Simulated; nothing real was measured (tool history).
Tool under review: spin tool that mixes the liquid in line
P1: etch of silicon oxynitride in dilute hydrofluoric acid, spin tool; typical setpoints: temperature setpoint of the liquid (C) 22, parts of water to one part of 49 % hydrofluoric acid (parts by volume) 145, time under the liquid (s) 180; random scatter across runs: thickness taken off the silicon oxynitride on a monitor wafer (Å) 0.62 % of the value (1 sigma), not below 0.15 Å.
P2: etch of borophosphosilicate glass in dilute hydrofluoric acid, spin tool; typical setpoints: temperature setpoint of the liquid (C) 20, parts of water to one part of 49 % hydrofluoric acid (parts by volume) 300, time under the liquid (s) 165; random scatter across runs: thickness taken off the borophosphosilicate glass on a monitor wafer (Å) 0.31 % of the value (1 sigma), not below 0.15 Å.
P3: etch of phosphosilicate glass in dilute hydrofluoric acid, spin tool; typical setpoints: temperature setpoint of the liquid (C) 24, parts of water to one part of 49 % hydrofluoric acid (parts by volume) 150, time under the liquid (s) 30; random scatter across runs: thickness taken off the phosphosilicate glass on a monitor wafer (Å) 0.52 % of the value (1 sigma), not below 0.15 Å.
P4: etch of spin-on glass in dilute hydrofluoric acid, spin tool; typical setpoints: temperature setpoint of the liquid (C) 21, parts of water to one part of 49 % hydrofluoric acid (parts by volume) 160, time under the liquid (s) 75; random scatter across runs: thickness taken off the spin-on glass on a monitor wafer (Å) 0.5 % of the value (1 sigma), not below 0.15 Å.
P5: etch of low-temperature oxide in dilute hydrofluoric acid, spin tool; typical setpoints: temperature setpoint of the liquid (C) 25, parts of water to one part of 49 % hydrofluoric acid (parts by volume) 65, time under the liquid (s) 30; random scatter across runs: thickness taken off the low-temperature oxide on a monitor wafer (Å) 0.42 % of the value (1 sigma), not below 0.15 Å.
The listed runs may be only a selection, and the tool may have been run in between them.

| run | hour | process that ran | temperature setpoint of the liquid (C) | parts of water to one part of 49 % hydrofluoric acid (parts by volume) | time under the liquid (s) | hours since the thermometer was replaced | hours since the hydrofluoric acid flow meter was replaced | thickness taken off the silicon oxynitride on a monitor wafer (Å) | thickness taken off the spin-on glass on a monitor wafer (Å) | thickness taken off the phosphosilicate glass on a monitor wafer (Å) | thickness taken off the low-temperature oxide on a monitor wafer (Å) | thickness taken off the borophosphosilicate glass on a monitor wafer (Å) |
|---|---|---|---|---|---|---|---|---|---|---|---|---|
| 1 | 12.1 | P1 | 22 | 145 | 180 | 188.2 | 1410.0 | 52.271 |  |  |  |  |
| 2 | 19.0 | P4 | 21 | 35 | 75 | 195.1 | 1416.9 |  | 1099.10 |  |  |  |
| 3 | 29.8 | P3 | 24 | 150 | 30 | 205.9 | 1427.7 |  |  | 251.58 |  |  |
| 4 | 38.7 | P3 | 24 | 150 | 55 | 214.8 | 1436.6 |  |  | 455.55 |  |  |
| 5 | 44.9 | P5 | 25 | 65 | 30 | 221.0 | 1442.8 |  |  |  | 139.310 |  |
| 6 | 55.4 | P5 | 25 | 65 | 30 | 231.5 | 1453.3 |  |  |  | 140.740 |  |
| 7 | 61.6 | P1 | 22 | 145 | 180 | 237.7 | 1459.5 | 52.158 |  |  |  |  |
| 8 | 72.2 | P5 | 25 | 65 | 55 | 248.3 | 1470.1 |  |  |  | 256.660 |  |
| 9 | 82.0 | P1 | 22 | 205 | 180 | 258.1 | 1479.9 | 35.714 |  |  |  |  |
| 10 | 94.5 | P4 | 21 | 160 | 75 | 270.6 | 1492.4 |  | 206.07 |  |  |  |
| 11 | 104.6 | P1 | 17 | 145 | 180 | 280.7 | 1502.5 | 41.606 |  |  |  |  |
| 12 | 118.3 | P1 | 22 | 145 | 180 | 294.4 | 1516.2 | 52.645 |  |  |  |  |
| 13 | 127.6 | P3 | 24 | 150 | 30 | 303.7 | 1525.5 |  |  | 251.77 |  |  |
| 14 | 139.5 | P2 | 20 | 300 | 330 | 315.6 | 1537.4 |  |  |  |  | 500.12 |
| 15 | 148.5 | P1 | 27 | 145 | 180 | 324.6 | 1546.4 | 66.486 |  |  |  |  |
| 16 | 160.5 | P1 | 22 | 45 | 295 | 336.6 | 1558.4 | 301.470 |  |  |  |  |
| 17 | 169.5 | P1 | 22 | 145 | 60 | 345.6 | 1567.4 | 17.339 |  |  |  |  |
| 18 | 182.3 | P1 | 17 | 85 | 180 | 358.4 | 1580.2 | 74.407 |  |  |  |  |
| 19 | 190.7 | P1 | 22 | 85 | 180 | 366.8 | 1588.6 | 94.211 |  |  |  |  |
| 20 | 203.5 | P2 | 20 | 300 | 165 | 379.6 | 1601.4 |  |  |  |  | 249.44 |
| 21 | 212.2 | P5 | 17 | 65 | 30 | 388.3 | 1610.1 |  |  |  | 100.020 |  |

Estimate the outcome of run 22 from the log above:
| 22 | 221.7 | P5 | 25 | 100 | 30 | 397.8 | 1619.6 |  |  |  | ? |  |

{"run 22": {"thickness taken off the low-temperature oxide on a monitor wafer (Å)": 86.284}}

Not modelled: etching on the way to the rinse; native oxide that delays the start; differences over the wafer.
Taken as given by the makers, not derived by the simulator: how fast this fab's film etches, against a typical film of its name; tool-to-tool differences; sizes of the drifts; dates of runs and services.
